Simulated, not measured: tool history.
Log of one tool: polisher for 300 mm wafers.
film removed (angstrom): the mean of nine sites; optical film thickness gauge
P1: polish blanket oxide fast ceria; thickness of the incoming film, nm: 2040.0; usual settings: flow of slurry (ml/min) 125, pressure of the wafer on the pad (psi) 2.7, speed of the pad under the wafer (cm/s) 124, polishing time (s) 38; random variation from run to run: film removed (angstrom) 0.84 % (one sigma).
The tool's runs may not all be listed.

| run | hour | flow of slurry (ml/min) | pressure of the wafer on the pad (psi) | speed of the pad under the wafer (cm/s) | polishing time (s) | wafers polished on this pad | hours since the slurry nozzle was cleaned | hours since the head pressure was calibrated | film removed (angstrom) |
|---|---|---|---|---|---|---|---|---|---|
| 1 | 7.8 | 125 | 2.7 | 124 | 38 | 519 | 148.3 | 161.5 | 8480.1 |
| 2 | 21.8 | 75 | 2.7 | 124 | 38 | 692 | 162.3 | 175.5 | 7411.4 |
| 3 | 28.8 | 125 | 2.7 | 56 | 38 | 779 | 169.3 | 182.5 | 3797.4 |
| 4 | 42.6 | 125 | 2.7 | 124 | 59 | 950 | 183.1 | 196.3 | 13154 |
| 5 | 55.7 | 125 | 2.7 | 124 | 38 | 1113 | 196.2 | 209.4 | 8459.9 |
| 6 | 66.2 | 125 | 2.7 | 124 | 38 | 1243 | 206.7 | 219.9 | 8537.2 |
| 7 | 76.2 | 155 | 2.7 | 166 | 38 | 1367 | 216.7 | 229.9 | 11746 |
| 8 | 83.5 | 125 | 4.2 | 124 | 38 | 1457 | 224 | 237.2 | 13022 |
| 9 | 92.7 | 190 | 2.7 | 124 | 38 | 1572 | 233.2 | 246.4 | 8892.5 |
| 10 | 103 | 125 | 2.7 | 124 | 38 | 1699 | 243.5 | 256.7 | 8492.7 |
| 11 | 115.7 | 125 | 2.7 | 186 | 38 | 1857 | 256.2 | 269.4 | 12663 |
| 12 | 123.1 | 125 | 2.7 | 124 | 38 | 1949 | 263.6 | 276.8 | 8370 |
| 13 | 131.6 | 75 | 2.7 | 90 | 38 | 2054 | 272.1 | 285.3 | 5295.6 |
| 14 | 141.4 | 125 | 2.7 | 124 | 20 | 2176 | 281.9 | 295.1 | 4423.8 |
| 15 | 149.6 | 125 | 1.4 | 88 | 38 | 2277 | 290.1 | 303.3 | 3094.3 |
| 16 | 160.6 | 125 | 2 | 124 | 38 | 2414 | 301.1 | 314.3 | 6265.6 |

The next listed run, before its measurement:
| 17 | 167.8 | 125 | 2.7 | 124 | 38 | 2503 | 308.3 | 321.5 | ? |

Run 17 gave film removed (angstrom) 8370.2.
